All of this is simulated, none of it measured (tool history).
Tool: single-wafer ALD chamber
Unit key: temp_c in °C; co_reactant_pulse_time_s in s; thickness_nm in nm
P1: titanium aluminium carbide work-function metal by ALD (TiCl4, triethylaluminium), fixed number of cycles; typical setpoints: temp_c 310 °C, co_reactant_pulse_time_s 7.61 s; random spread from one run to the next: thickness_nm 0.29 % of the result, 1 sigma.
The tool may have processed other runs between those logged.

run,hour,temp_c,co_reactant_pulse_time_s,hours since the last thermocouple change,hours since the last triethylaluminium bottle change,thickness_nm
1,9.5,310,7.61,720.6,249.1,1.9319
# hour 14.5: triethylaluminium bottle replaced
2,18.4,310,7.61,729.5,4,1.9374
3,27.9,310,3.51,739,13.5,1.463
# hour 29.2: thermocouple changed; heater temperature recalibrated
4,38.5,310,7.61,9.3,24.1,1.9395
5,43.9,299,10.2,14.7,29.5,1.9343
6,50.2,310,7.61,21,35.8,1.9426
7,56.5,331,11,27.3,42.1,2.2302
8,62,287,7.61,32.8,47.6,1.7432
9,69.4,310,7.61,40.2,55,1.9397
10,78.9,310,7.61,49.7,64.5,1.9326
11,85,299,4.55,55.8,70.6,1.5819
12,91.8,310,12.38,62.6,77.4,2.0477
13,99.3,333,7.61,70.1,84.9,2.1265
14,105.2,310,7.61,76,90.8,1.9293
15,110.9,310,7.61,81.7,96.5,1.9269
16,121.1,310,7.61,91.9,106.7,1.9178
17,126.9,310,7.61,97.7,112.5,1.8995
18,135.3,310,7.61,106.1,120.9,1.9116
19,144.8,310,7.61,115.6,130.4,1.9042
20,151.3,310,7.61,122.1,136.9,1.9068
21,158.3,310,7.61,129.1,143.9,1.9021
22,165.8,310,7.61,136.6,151.4,1.8914
23,173.4,310,7.61,144.2,159,1.8894
24,182.7,310,7.61,153.5,168.3,1.8887
25,193.2,310,7.61,164,178.8,1.8866

Compared with where it was, what P1 gives has crept away. Each cause listed below fits the log as well as the rest, at the size given for it:
A: wafer temperature below the value expected at the setpoint (K) = 5.11
B: triethylaluminium dose below that of a fresh bottle (%) = 9.22
The onset of the drift is placed at about hour 105.2.

Below are 4 check runs, each on a single wafer, with their results shown as question marks. Which of them would tell the listed causes apart, meaning the causes would give clearly different results under it?
check 1,203.7,296,7.61,,,?
check 2,203.7,290,3.7,,,?
check 3,203.7,324,7.61,,,?
check 4,203.7,326,7.61,,,?

Outcome of each check run for each possible cause:
check,result,if A,if B
check 1,thickness_nm,1.7817,1.7836
check 2,thickness_nm,1.3475,1.3124
check 3,thickness_nm,2.0082,2.0062
check 4,thickness_nm,2.0246,2.0223
Per-check spread between the two closest causes, in the result where they differ most: check 1 0.11 %; check 2 2.64 %; check 3 0.1 %; check 4 0.11 %
Of the check runs offered, only check 2 discriminates between the causes; the rest would read about the same regardless of which cause applies.

Check 2 has now been run. It gave: thickness_nm 1.3461 nm. Which of the candidate causes is it?

A is the cause: wafer temperature below the value expected at the setpoint (K).

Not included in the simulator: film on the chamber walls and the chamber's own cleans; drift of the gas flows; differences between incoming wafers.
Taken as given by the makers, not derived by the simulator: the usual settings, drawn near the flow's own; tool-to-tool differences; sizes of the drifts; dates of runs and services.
